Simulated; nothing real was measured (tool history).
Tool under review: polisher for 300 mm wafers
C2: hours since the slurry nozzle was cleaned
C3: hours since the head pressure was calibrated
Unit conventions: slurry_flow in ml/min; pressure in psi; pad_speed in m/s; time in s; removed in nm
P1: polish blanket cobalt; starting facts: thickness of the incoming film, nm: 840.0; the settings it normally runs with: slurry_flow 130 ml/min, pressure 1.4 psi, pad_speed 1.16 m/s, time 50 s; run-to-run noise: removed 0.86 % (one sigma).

{"run": 1, "day": 0.271, "slurry_flow": 130, "pressure": 1.4, "pad_speed": 1.16, "time": 50, "wafers polished on this pad": 602, "C2": 144.7, "C3": 845.1, "removed": 191.73}
{"run": 2, "day": 0.771, "slurry_flow": 130, "pressure": 1.4, "pad_speed": 1.16, "time": 37, "wafers polished on this pad": 726, "C2": 156.7, "C3": 857.1, "removed": 139.71}
{"run": 3, "day": 1.288, "slurry_flow": 130, "pressure": 1.4, "pad_speed": 1.16, "time": 74, "wafers polished on this pad": 855, "C2": 169.1, "C3": 869.5, "removed": 282.01}
{"run": 4, "day": 1.592, "slurry_flow": 180, "pressure": 1.4, "pad_speed": 1.16, "time": 50, "wafers polished on this pad": 931, "C2": 176.4, "C3": 876.8, "removed": 200.12}
{"run": 5, "day": 1.912, "slurry_flow": 130, "pressure": 2.2, "pad_speed": 1.16, "time": 50, "wafers polished on this pad": 1010, "C2": 184.1, "C3": 884.5, "removed": 292.75}
{"run": 6, "day": 2.179, "slurry_flow": 130, "pressure": 1.4, "pad_speed": 0.56, "time": 50, "wafers polished on this pad": 1077, "C2": 190.5, "C3": 890.9, "removed": 91.316}
{"run": 7, "day": 2.608, "slurry_flow": 130, "pressure": 1.4, "pad_speed": 1.16, "time": 50, "wafers polished on this pad": 1184, "C2": 200.8, "C3": 901.2, "removed": 190.54}
{"run": 8, "day": 2.9, "slurry_flow": 130, "pressure": 1.4, "pad_speed": 1.16, "time": 50, "wafers polished on this pad": 1256, "C2": 207.8, "C3": 908.2, "removed": 189.61}
{"run": 9, "day": 3.35, "slurry_flow": 130, "pressure": 1.4, "pad_speed": 1.16, "time": 50, "wafers polished on this pad": 1368, "C2": 218.6, "C3": 919.0, "removed": 188.53}
{"run": 10, "day": 3.667, "slurry_flow": 130, "pressure": 1.4, "pad_speed": 1.16, "time": 50, "wafers polished on this pad": 1447, "C2": 226.2, "C3": 926.6, "removed": 192.6}
{"run": 11, "day": 4.0, "slurry_flow": 130, "pressure": 1.4, "pad_speed": 0.84, "time": 74, "wafers polished on this pad": 1530, "C2": 234.2, "C3": 934.6, "removed": 200.79}
{"run": 12, "day": 4.55, "slurry_flow": 130, "pressure": 1.4, "pad_speed": 1.82, "time": 50, "wafers polished on this pad": 1667, "C2": 247.4, "C3": 947.8, "removed": 297.64}
{"run": 13, "day": 5.092, "slurry_flow": 80, "pressure": 1.4, "pad_speed": 1.16, "time": 50, "wafers polished on this pad": 1801, "C2": 260.4, "C3": 960.8, "removed": 166.83}
{"run": 14, "day": 5.492, "slurry_flow": 130, "pressure": 0.6, "pad_speed": 1.16, "time": 50, "wafers polished on this pad": 1901, "C2": 270.0, "C3": 970.4, "removed": 80.261}
{"run": 15, "day": 5.812, "slurry_flow": 130, "pressure": 1.4, "pad_speed": 1.16, "time": 50, "wafers polished on this pad": 1981, "C2": 277.7, "C3": 978.1, "removed": 191.39}
{"run": 16, "day": 6.133, "slurry_flow": 130, "pressure": 1.4, "pad_speed": 1.16, "time": 50, "wafers polished on this pad": 2061, "C2": 285.4, "C3": 985.8, "removed": 191.12}
{"run": 17, "day": 6.479, "slurry_flow": 130, "pressure": 0.9, "pad_speed": 1.44, "time": 50, "wafers polished on this pad": 2147, "C2": 293.7, "C3": 994.1, "removed": 149.79}
{"run": 18, "day": 6.992, "slurry_flow": 130, "pressure": 1.4, "pad_speed": 1.16, "time": 50, "wafers polished on this pad": 2274, "C2": 306.0, "C3": 1006.4, "removed": 189.39}
{"run": 19, "day": 7.242, "slurry_flow": 130, "pressure": 1.4, "pad_speed": 1.16, "time": 50, "wafers polished on this pad": 2336, "C2": 312.0, "C3": 1012.4, "removed": 182.72}
{"run": 20, "day": 7.762, "slurry_flow": 130, "pressure": 1.4, "pad_speed": 1.16, "time": 50, "wafers polished on this pad": 2466, "C2": 324.5, "C3": 1024.9, "removed": 179.59}
{"run": 21, "day": 8.096, "slurry_flow": 130, "pressure": 1.4, "pad_speed": 1.16, "time": 50, "wafers polished on this pad": 2549, "C2": 332.5, "C3": 1032.9, "removed": 177.92}
{"day": 8.588, "done": "worn pad replaced by a new one"}
{"run": 22, "day": 8.588, "slurry_flow": 130, "pressure": 1.4, "pad_speed": 1.16, "time": 50, "wafers polished on this pad": 0, "C2": 344.3, "C3": 1044.7, "removed": 176.26}
{"run": 23, "day": 8.929, "slurry_flow": 130, "pressure": 1.4, "pad_speed": 1.16, "time": 50, "wafers polished on this pad": 85, "C2": 352.5, "C3": 1052.9, "removed": 174.67}
{"run": 24, "day": 9.221, "slurry_flow": 130, "pressure": 1.4, "pad_speed": 1.16, "time": 50, "wafers polished on this pad": 158, "C2": 359.5, "C3": 1059.9, "removed": 172.54}
{"run": 25, "day": 9.471, "slurry_flow": 130, "pressure": 1.4, "pad_speed": 1.16, "time": 50, "wafers polished on this pad": 220, "C2": 365.5, "C3": 1065.9, "removed": 171.85}
{"run": 26, "day": 9.725, "slurry_flow": 130, "pressure": 1.4, "pad_speed": 1.16, "time": 50, "wafers polished on this pad": 283, "C2": 371.6, "C3": 1072.0, "removed": 169.18}
{"run": 27, "day": 10.154, "slurry_flow": 130, "pressure": 1.4, "pad_speed": 1.16, "time": 50, "wafers polished on this pad": 390, "C2": 381.9, "C3": 1082.3, "removed": 174.1}
{"run": 28, "day": 10.475, "slurry_flow": 130, "pressure": 1.4, "pad_speed": 1.16, "time": 50, "wafers polished on this pad": 470, "C2": 389.6, "C3": 1090.0, "removed": 169.56}
{"run": 29, "day": 10.875, "slurry_flow": 130, "pressure": 1.4, "pad_speed": 1.16, "time": 50, "wafers polished on this pad": 569, "C2": 399.2, "C3": 1099.6, "removed": 169.49}

The output of P1 has drifted from where it used to be. Each of the 2 causes below, taken at the size shown beside it, accounts for the log equally well:
A: slurry flow missing at the pad, % = 36.3
B: head's pressure below its setpoint, % = 10.3
The process output started creeping at around day 6.992.
Why every other cause is out:
removal rate lost through wear of the pad, %: work on it at day 8.588, done after the drift set in, did not restore what the process gave before

Which of the check runs below tells the causes apart, meaning the causes would give it clearly different results? Each run uses 2 wafers whose results are averaged, and each result is shown as a question mark.
{"run": "check 1", "day": 11.275, "slurry_flow": 130, "pressure": 1.8, "pad_speed": 0.9, "time": 50, "removed": "?"}
{"run": "check 2", "day": 11.275, "slurry_flow": 80, "pressure": 1.4, "pad_speed": 1.16, "time": 50, "removed": "?"}
{"run": "check 3", "day": 11.275, "slurry_flow": 130, "pressure": 2.1, "pad_speed": 0.66, "time": 50, "removed": "?"}
{"run": "check 4", "day": 11.275, "slurry_flow": 130, "pressure": 1.4, "pad_speed": 0.58, "time": 50, "removed": "?"}

Check results expected under each cause:
check=check_1 result=removed if_A=169.420 if_B=169.500
check=check_2 result=removed if_A=142.520 if_B=150.790
check=check_3 result=removed if_A=144.950 if_B=145.020
check=check_4 result=removed if_A=84.921 if_B=84.961
Minimum pairwise separation of causes per check, each pair taken at its best-separating result: check 1 0.05 %; check 2 5.64 %; check 3 0.05 %; check 4 0.05 %
The causes can be told apart only by check 2. The other checks would give nearly the same results under each of them.

Here is what check 2 returned: removed 144.080 nm. Which cause is it?

It is A: slurry flow missing at the pad, %.
